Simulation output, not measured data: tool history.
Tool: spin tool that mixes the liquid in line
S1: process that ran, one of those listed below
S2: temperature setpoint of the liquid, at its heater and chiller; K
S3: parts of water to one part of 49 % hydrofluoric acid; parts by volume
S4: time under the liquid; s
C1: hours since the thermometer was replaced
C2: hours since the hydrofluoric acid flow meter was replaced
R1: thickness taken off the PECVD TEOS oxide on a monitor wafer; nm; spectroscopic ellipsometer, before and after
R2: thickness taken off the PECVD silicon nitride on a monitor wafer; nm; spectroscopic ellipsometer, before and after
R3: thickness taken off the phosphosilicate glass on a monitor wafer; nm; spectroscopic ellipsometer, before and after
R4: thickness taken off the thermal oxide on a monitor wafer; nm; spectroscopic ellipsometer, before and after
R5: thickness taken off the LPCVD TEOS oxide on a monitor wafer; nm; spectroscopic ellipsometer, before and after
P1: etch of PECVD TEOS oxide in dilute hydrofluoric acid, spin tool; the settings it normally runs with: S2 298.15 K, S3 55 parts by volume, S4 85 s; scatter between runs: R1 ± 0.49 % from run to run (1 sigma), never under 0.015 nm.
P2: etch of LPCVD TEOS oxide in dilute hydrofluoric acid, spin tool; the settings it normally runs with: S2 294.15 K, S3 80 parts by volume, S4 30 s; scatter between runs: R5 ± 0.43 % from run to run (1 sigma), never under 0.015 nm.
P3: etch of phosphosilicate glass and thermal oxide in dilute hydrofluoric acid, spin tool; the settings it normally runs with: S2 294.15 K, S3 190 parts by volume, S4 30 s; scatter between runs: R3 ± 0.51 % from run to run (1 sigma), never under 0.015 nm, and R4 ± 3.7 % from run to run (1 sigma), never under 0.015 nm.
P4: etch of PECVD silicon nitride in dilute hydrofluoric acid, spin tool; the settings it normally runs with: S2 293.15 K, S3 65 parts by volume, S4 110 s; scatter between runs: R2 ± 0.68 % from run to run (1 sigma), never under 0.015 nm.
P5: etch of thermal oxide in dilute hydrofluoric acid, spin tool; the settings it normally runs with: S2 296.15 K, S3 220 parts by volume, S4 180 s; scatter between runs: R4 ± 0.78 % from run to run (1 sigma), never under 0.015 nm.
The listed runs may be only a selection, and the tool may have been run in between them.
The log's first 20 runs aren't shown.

run 21 day=3.050 | S1=P1 S2=298.15 S3=55 S4=85 | C1=524.5 C2=392.9 | R1=24.7960
run 22 day=3.208 | S1=P5 S2=296.15 S3=220 S4=180 | C1=528.3 C2=396.7 | R4=3.23140
run 23 day=3.383 | S1=P2 S2=294.15 S3=80 S4=50 | C1=532.5 C2=400.9 | R5=24.709
run 24 day=3.483 | S1=P1 S2=298.15 S3=80 S4=85 | C1=534.9 C2=403.3 | R1=16.6170
run 25 day=3.679 | S1=P5 S2=304.65 S3=220 S4=180 | C1=539.6 C2=408.0 | R4=4.35810
run 26 day=3.838 | S1=P1 S2=298.15 S3=55 S4=15 | C1=543.4 C2=411.8 | R1=4.4084
run 27 day=4.046 | S1=P3 S2=294.15 S3=45 S4=30 | C1=548.4 C2=416.8 | R3=96.0540 R4=3.00890
run 28 day=4.229 | S1=P4 S2=298.15 S3=65 S4=110 | C1=552.8 C2=421.2 | R2=5.96920
run 29 day=4.338 | S1=P3 S2=294.15 S3=190 S4=30 | C1=555.4 C2=423.8 | R3=19.3350 R4=0.61665
run 30 day=4.508 | S1=P1 S2=298.15 S3=55 S4=85 | C1=559.5 C2=427.9 | R1=24.6630
run 31 day=4.675 | S1=P1 S2=298.15 S3=55 S4=85 | C1=563.5 C2=431.9 | R1=23.8950
run 32 day=4.867 | S1=P1 S2=298.15 S3=55 S4=85 | C1=568.1 C2=436.5 | R1=23.7170
run 33 day=5.042 | S1=P1 S2=298.15 S3=55 S4=85 | C1=572.3 C2=440.7 | R1=23.1010
run 34 day=5.233 | S1=P1 S2=298.15 S3=55 S4=85 | C1=576.9 C2=445.3 | R1=23.0700

Forecast run 35:
run 35 day=5.412 | S1=P1 S2=298.15 S3=55 S4=85 | C1=581.2 C2=449.6 | R1=?

R1: 22.8610 nm
